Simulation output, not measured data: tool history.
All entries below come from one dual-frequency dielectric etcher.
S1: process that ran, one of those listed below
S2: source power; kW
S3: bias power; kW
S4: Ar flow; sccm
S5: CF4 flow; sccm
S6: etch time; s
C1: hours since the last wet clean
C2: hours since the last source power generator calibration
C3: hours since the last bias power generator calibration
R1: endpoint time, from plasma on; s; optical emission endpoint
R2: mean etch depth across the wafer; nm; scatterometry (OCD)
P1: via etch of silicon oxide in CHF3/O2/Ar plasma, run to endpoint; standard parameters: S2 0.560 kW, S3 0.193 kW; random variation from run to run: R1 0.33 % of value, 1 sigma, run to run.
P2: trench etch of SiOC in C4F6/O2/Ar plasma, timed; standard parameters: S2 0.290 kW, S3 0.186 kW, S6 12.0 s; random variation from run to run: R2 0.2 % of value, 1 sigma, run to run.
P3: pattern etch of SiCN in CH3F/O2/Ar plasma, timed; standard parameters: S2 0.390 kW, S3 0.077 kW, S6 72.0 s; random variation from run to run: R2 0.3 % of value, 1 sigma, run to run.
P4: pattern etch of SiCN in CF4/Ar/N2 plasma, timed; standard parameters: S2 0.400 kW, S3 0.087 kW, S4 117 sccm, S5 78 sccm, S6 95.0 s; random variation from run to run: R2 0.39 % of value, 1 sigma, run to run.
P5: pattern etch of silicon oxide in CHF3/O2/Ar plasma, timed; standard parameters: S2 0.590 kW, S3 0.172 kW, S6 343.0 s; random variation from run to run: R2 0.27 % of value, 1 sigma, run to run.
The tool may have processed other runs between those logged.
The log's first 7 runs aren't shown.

Run 8, hour 92.9: S1 P1, S2 0.560 kW, S3 0.265 kW; C1 470.7; C2 3311.6; C3 763.1. Result: R1 217.93 s.
Run 9, hour 103.9: S1 P4, S2 0.400 kW, S3 0.087 kW, S4 91 sccm, S5 78 sccm, S6 95.0 s; C1 481.7; C2 3322.6; C3 774.1. Result: R2 80.480 nm.
Run 10, hour 116.8: S1 P4, S2 0.530 kW, S3 0.087 kW, S4 117 sccm, S5 78 sccm, S6 95.0 s; C1 494.6; C2 3335.5; C3 787.0. Result: R2 100.210 nm.
Run 11, hour 127.5: S1 P1, S2 0.560 kW, S3 0.193 kW; C1 505.3; C2 3346.2; C3 797.7. Result: R1 243.84 s.
Run 12, hour 143.6: S1 P2, S2 0.290 kW, S3 0.186 kW, S6 12.0 s; C1 521.4; C2 3362.3; C3 813.8. Result: R2 21.921 nm.
At hour 157.2: bias power generator calibrated.
Run 13, hour 157.2: S1 P4, S2 0.400 kW, S3 0.087 kW, S4 117 sccm, S5 106 sccm, S6 95.0 s; C1 535.0; C2 3375.9; C3 0.1. Result: R2 81.636 nm.
Run 14, hour 165.9: S1 P1, S2 0.560 kW, S3 0.193 kW; C1 543.7; C2 3384.6; C3 8.8. Result: R1 242.26 s.
Run 15, hour 180.4: S1 P1, S2 0.340 kW, S3 0.193 kW; C1 558.2; C2 3399.1; C3 23.3. Result: R1 294.30 s.
Run 16, hour 191.3: S1 P4, S2 0.400 kW, S3 0.087 kW, S4 117 sccm, S5 78 sccm, S6 142.0 s; C1 569.1; C2 3410.0; C3 34.2. Result: R2 117.940 nm.
Run 17, hour 202.3: S1 P1, S2 0.560 kW, S3 0.193 kW; C1 580.1; C2 3421.0; C3 45.2. Result: R1 243.89 s.
Run 18, hour 216.3: S1 P2, S2 0.370 kW, S3 0.186 kW, S6 12.0 s; C1 594.1; C2 3435.0; C3 59.2. Result: R2 24.052 nm.
Run 19, hour 227.5: S1 P5, S2 0.590 kW, S3 0.172 kW, S6 418.0 s; C1 605.3; C2 3446.2; C3 70.4. Result: R2 797.240 nm.
Run 20, hour 238.5: S1 P1, S2 0.560 kW, S3 0.133 kW; C1 616.3; C2 3457.2; C3 81.4. Result: R1 274.93 s.
Run 21, hour 251.2: S1 P1, S2 0.680 kW, S3 0.136 kW; C1 629.0; C2 3469.9; C3 94.1. Result: R1 252.72 s.
Run 22, hour 261.2: S1 P1, S2 0.780 kW, S3 0.193 kW; C1 639.0; C2 3479.9; C3 104.1. Result: R1 214.01 s.
Run 23, hour 277.9: S1 P5, S2 0.710 kW, S3 0.172 kW, S6 343.0 s; C1 655.7; C2 3496.6; C3 120.8. Result: R2 702.960 nm.
Run 24, hour 295.3: S1 P3, S2 0.390 kW, S3 0.077 kW, S6 72.0 s; C1 673.1; C2 3514.0; C3 138.2. Result: R2 27.097 nm.
Run 25, hour 308.6: S1 P2, S2 0.290 kW, S3 0.186 kW, S6 12.0 s; C1 686.4; C2 3527.3; C3 151.5. Result: R2 21.898 nm.
Run 26, hour 318.3: S1 P3, S2 0.390 kW, S3 0.077 kW, S6 91.5 s; C1 696.1; C2 3537.0; C3 161.2. Result: R2 34.367 nm.
Run 27, hour 327.0: S1 P3, S2 0.500 kW, S3 0.077 kW, S6 72.0 s; C1 704.8; C2 3545.7; C3 169.9. Result: R2 29.659 nm.
Run 28, hour 341.9: S1 P4, S2 0.400 kW, S3 0.087 kW, S4 117 sccm, S5 78 sccm, S6 95.0 s; C1 719.7; C2 3560.6; C3 184.8. Result: R2 77.926 nm.
Run 29, hour 351.1: S1 P5, S2 0.590 kW, S3 0.114 kW, S6 343.0 s; C1 728.9; C2 3569.8; C3 194.0. Result: R2 569.530 nm.
Run 30, hour 360.2: S1 P3, S2 0.390 kW, S3 0.091 kW, S6 72.0 s; C1 738.0; C2 3578.9; C3 203.1. Result: R2 28.702 nm.
Run 31, hour 369.5: S1 P1, S2 0.560 kW, S3 0.193 kW; C1 747.3; C2 3588.2; C3 212.4. Result: R1 243.60 s.
Run 32, hour 381.0: S1 P2, S2 0.290 kW, S3 0.186 kW, S6 7.5 s; C1 758.8; C2 3599.7; C3 223.9. Result: R2 13.689 nm.

Run 33, settings as shown, results not yet in. Your forecast:
Run 33, hour 393.8: S1 P1, S2 0.560 kW, S3 0.193 kW; C1 771.6; C2 3612.5; C3 236.7. Result: R1 ?.

For run 33 the tool returned R1 241.80 s.

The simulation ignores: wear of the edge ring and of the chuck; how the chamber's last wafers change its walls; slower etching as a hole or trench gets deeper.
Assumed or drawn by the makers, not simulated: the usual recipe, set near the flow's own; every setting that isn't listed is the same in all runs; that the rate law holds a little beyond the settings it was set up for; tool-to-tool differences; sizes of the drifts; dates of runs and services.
